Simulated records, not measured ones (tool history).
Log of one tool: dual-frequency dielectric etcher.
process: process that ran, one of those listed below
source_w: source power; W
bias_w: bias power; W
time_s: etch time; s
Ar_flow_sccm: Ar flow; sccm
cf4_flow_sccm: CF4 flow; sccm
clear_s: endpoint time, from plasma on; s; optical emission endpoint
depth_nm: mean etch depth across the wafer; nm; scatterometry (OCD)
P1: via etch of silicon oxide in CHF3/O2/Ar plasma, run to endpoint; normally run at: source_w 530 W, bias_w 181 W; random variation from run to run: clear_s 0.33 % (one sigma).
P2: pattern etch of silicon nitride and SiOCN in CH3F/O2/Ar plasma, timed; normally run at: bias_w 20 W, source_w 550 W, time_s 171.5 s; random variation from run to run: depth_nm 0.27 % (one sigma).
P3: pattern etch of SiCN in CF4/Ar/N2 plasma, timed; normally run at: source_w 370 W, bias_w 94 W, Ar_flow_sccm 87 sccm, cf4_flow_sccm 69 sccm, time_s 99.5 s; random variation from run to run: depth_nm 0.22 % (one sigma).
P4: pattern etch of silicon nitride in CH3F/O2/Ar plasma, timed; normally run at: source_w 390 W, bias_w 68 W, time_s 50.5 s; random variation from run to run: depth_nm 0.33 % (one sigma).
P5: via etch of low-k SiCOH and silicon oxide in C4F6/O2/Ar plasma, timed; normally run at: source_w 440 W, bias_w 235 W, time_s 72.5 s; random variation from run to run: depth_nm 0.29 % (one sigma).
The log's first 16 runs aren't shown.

run   hour  process  source_w  bias_w  time_s  Ar_flow_sccm  cf4_flow_sccm  hours since the last wet clean  hours since the last source power generator calibration  hours since the last bias power generator calibration  clear_s  depth_nm
 17  107.8       P1       530     252                                                                360.4                                                    437.8                                                 1305.8   323.23
 18  115.5       P5       440     149    72.5                                                        368.1                                                    445.5                                                 1313.5            199.360
 19  121.8       P1       320     181                                                                374.4                                                    451.8                                                 1319.8   439.08
 20  125.8       P1       430     243                                                                378.4                                                    455.8                                                 1323.8   353.47
 21  130.9       P3       370      94    99.5            52             69                           383.5                                                    460.9                                                 1328.9             85.473
 22  136.9       P3       370      94    99.5            87             69                           389.5                                                    466.9                                                 1334.9             80.088
 23  141.0       P1       690     181                                                                393.6                                                    471.0                                                 1339.0   326.92
 24  145.6       P2       550      26   171.5                                                        398.2                                                    475.6                                                 1343.6             26.742
 25  150.9       P2       550      20   171.5                                                        403.5                                                    480.9                                                 1348.9             23.823
 26  158.2       P3       250      94    99.5            87             69                           410.8                                                    488.2                                                 1356.2             57.188
 27  166.1       P5       440     235    72.5                                                        418.7                                                    496.1                                                 1364.1            230.740
 28  171.7       P1       530     134                                                                424.3                                                    501.7                                                 1369.7   398.43
 29  178.9       P1       340     149                                                                431.5                                                    508.9                                                 1376.9   458.72
 30  186.8       P4       390      44    50.5                                                        439.4                                                    516.8                                                 1384.8             30.774
 31  195.3       P1       530     181                                                                447.9                                                    525.3                                                 1393.3   362.42

The next listed run, before its measurement:
 32  199.3       P3       370      94   138.5            87             69                           451.9                                                    529.3                                                 1397.3                  ?

{"run 32": {"depth_nm": 112.1}}

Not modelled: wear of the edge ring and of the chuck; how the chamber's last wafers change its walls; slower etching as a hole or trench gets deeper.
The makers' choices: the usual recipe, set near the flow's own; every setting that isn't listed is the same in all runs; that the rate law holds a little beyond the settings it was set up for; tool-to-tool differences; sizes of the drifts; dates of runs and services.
